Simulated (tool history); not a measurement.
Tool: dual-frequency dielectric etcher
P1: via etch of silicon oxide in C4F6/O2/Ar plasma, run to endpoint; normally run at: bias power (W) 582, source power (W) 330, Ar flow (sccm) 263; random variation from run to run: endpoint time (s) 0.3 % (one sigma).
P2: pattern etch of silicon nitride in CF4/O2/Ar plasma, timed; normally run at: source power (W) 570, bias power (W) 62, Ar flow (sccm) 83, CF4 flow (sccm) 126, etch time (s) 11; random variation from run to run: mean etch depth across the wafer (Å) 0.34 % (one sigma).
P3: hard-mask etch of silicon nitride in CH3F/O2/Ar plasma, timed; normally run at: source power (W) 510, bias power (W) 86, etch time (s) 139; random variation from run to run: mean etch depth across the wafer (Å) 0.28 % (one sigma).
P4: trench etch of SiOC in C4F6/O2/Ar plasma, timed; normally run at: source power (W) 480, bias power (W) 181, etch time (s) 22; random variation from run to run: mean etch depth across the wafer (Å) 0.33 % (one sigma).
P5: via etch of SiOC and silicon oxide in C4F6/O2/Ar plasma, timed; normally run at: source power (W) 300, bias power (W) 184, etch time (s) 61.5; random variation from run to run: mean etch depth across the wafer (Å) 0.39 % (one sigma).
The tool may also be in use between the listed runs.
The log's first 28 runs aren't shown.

run	hour	process that ran	bias power (W)	source power (W)	Ar flow (sccm)	etch time (s)	CF4 flow (sccm)	hours since the last wet clean	hours since the last bias power generator calibration	hours since the last source power generator calibration	hours since the last Ar flow controller change	endpoint time (s)	mean etch depth across the wafer (Å)
29	333.9	P5	184	300		61.5		632.9	764.8	281.5	8.2		622.52
30	348	P4	181	480		22		647	778.9	295.6	22.3		493.96
31	358	P1	582	460	263			657	788.9	305.6	32.3	24.14	
32	367.6	P4	181	480		22		666.6	798.5	315.2	41.9		492.68
33	374.8	P1	343	330	263			673.8	805.7	322.4	49.1	33.217	
34	382.9	P4	139	480		22		681.9	813.8	330.5	57.2		455.95
35	396.3	P1	582	330	263			695.3	827.2	343.9	70.6	27.174	
36	409.5	P3	86	510		139		708.5	840.4	357.1	83.8		1135.3
37	419.7	P1	582	330	263			718.7	850.6	367.3	94	27.159	
38	432.8	P1	582	330	263			731.8	863.7	380.4	107.1	27.316	
39	442.4	P1	582	330	263			741.4	873.3	390	116.7	27.594	
40	453.3	P1	582	330	263			752.3	884.2	400.9	127.6	27.778	

The next listed run, before its measurement:
# hour 464.4: wet clean of the chamber
41	468.9	P1	582	330	263			4.6	899.8	416.5	143.2	?	

{"run 41": {"endpoint time (s)": 27.546}}
